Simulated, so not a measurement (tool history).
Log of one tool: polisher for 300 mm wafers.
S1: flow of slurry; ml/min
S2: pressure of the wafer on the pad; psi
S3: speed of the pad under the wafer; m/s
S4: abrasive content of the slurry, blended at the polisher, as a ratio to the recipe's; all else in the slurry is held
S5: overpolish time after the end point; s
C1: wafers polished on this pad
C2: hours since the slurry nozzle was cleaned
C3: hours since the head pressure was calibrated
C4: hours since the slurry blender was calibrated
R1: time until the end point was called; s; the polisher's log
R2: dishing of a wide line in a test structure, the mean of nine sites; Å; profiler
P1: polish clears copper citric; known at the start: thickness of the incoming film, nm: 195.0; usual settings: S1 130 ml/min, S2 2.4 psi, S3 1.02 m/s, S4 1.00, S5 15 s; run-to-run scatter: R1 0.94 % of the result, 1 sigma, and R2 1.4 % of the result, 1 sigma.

{"run": 1, "hour": 5.4, "S1": 130, "S2": 2.4, "S3": 1.02, "S4": 1.0, "S5": 15, "C1": 413, "C2": 234.8, "C3": 479.4, "C4": 144.3, "R1": 88.427, "R2": 200.7}
{"run": 2, "hour": 10.1, "S1": 130, "S2": 2.4, "S3": 1.02, "S4": 1.0, "S5": 28, "C1": 450, "C2": 239.5, "C3": 484.1, "C4": 149.0, "R1": 88.215, "R2": 307.71}
{"run": 3, "hour": 13.1, "S1": 130, "S2": 2.4, "S3": 0.54, "S4": 1.0, "S5": 15, "C1": 474, "C2": 242.5, "C3": 487.1, "C4": 152.0, "R1": 162.89, "R2": 127.61}
{"run": 4, "hour": 17.3, "S1": 130, "S2": 2.4, "S3": 1.02, "S4": 1.0, "S5": 15, "C1": 507, "C2": 246.7, "C3": 491.3, "C4": 156.2, "R1": 87.291, "R2": 202.0}
{"run": 5, "hour": 21.4, "S1": 130, "S2": 2.4, "S3": 1.02, "S4": 1.0, "S5": 15, "C1": 539, "C2": 250.8, "C3": 495.4, "C4": 160.3, "R1": 88.97, "R2": 200.88}
{"run": 6, "hour": 28.2, "S1": 130, "S2": 2.4, "S3": 1.02, "S4": 1.0, "S5": 15, "C1": 593, "C2": 257.6, "C3": 502.2, "C4": 167.1, "R1": 89.622, "R2": 196.44}
{"run": 7, "hour": 34.7, "S1": 80, "S2": 2.4, "S3": 1.02, "S4": 1.0, "S5": 15, "C1": 644, "C2": 264.1, "C3": 508.7, "C4": 173.6, "R1": 99.781, "R2": 184.48}
{"run": 8, "hour": 39.6, "S1": 200, "S2": 2.4, "S3": 1.02, "S4": 1.0, "S5": 15, "C1": 683, "C2": 269.0, "C3": 513.6, "C4": 178.5, "R1": 83.497, "R2": 213.94}
{"run": 9, "hour": 45.7, "S1": 130, "S2": 1.7, "S3": 1.02, "S4": 1.0, "S5": 15, "C1": 731, "C2": 275.1, "C3": 519.7, "C4": 184.6, "R1": 123.62, "R2": 155.74}
{"run": 10, "hour": 49.3, "S1": 130, "S2": 2.4, "S3": 1.02, "S4": 1.0, "S5": 4, "C1": 760, "C2": 278.7, "C3": 523.3, "C4": 188.2, "R1": 87.525, "R2": 65.921}
{"run": 11, "hour": 53.0, "S1": 130, "S2": 3.2, "S3": 1.02, "S4": 1.3, "S5": 15, "C1": 789, "C2": 282.4, "C3": 527.0, "C4": 191.9, "R1": 62.563, "R2": 262.05}
{"run": 12, "hour": 56.3, "S1": 130, "S2": 3.2, "S3": 1.02, "S4": 1.0, "S5": 15, "C1": 815, "C2": 285.7, "C3": 530.3, "C4": 195.2, "R1": 66.52, "R2": 250.27}
{"run": 13, "hour": 60.5, "S1": 130, "S2": 2.4, "S3": 1.02, "S4": 1.0, "S5": 15, "C1": 848, "C2": 289.9, "C3": 534.5, "C4": 199.4, "R1": 87.061, "R2": 206.42}
{"run": 14, "hour": 64.8, "S1": 130, "S2": 2.4, "S3": 1.02, "S4": 1.35, "S5": 24, "C1": 882, "C2": 294.2, "C3": 538.8, "C4": 203.7, "R1": 81.494, "R2": 288.31}
{"run": 15, "hour": 70.3, "S1": 130, "S2": 2.4, "S3": 1.02, "S4": 0.6, "S5": 15, "C1": 925, "C2": 299.7, "C3": 544.3, "C4": 209.2, "R1": 97.317, "R2": 190.07}
{"run": 16, "hour": 76.4, "S1": 130, "S2": 2.4, "S3": 1.02, "S4": 1.45, "S5": 15, "C1": 974, "C2": 305.8, "C3": 550.4, "C4": 215.3, "R1": 81.639, "R2": 218.14}
{"run": 17, "hour": 79.7, "S1": 130, "S2": 2.4, "S3": 1.38, "S4": 1.0, "S5": 15, "C1": 1000, "C2": 309.1, "C3": 553.7, "C4": 218.6, "R1": 65.036, "R2": 251.63}
{"run": 18, "hour": 84.2, "S1": 130, "S2": 2.4, "S3": 0.64, "S4": 1.0, "S5": 9, "C1": 1035, "C2": 313.6, "C3": 558.2, "C4": 223.1, "R1": 137.24, "R2": 91.681}
{"run": 19, "hour": 89.3, "S1": 130, "S2": 2.4, "S3": 1.02, "S4": 1.0, "S5": 15, "C1": 1076, "C2": 318.7, "C3": 563.3, "C4": 228.2, "R1": 87.949, "R2": 204.99}
{"run": 20, "hour": 94.7, "S1": 130, "S2": 2.4, "S3": 1.02, "S4": 1.0, "S5": 15, "C1": 1118, "C2": 324.1, "C3": 568.7, "C4": 233.6, "R1": 89.867, "R2": 200.13}

Run 21 comes next. What will it give?
{"run": 21, "hour": 98.1, "S1": 130, "S2": 2.4, "S3": 1.02, "S4": 1.0, "S5": 15, "C1": 1145, "C2": 327.5, "C3": 572.1, "C4": 237.0, "R1": "?", "R2": "?"}

Run 21 gave R1 92.179 s, R2 204.460 Å.
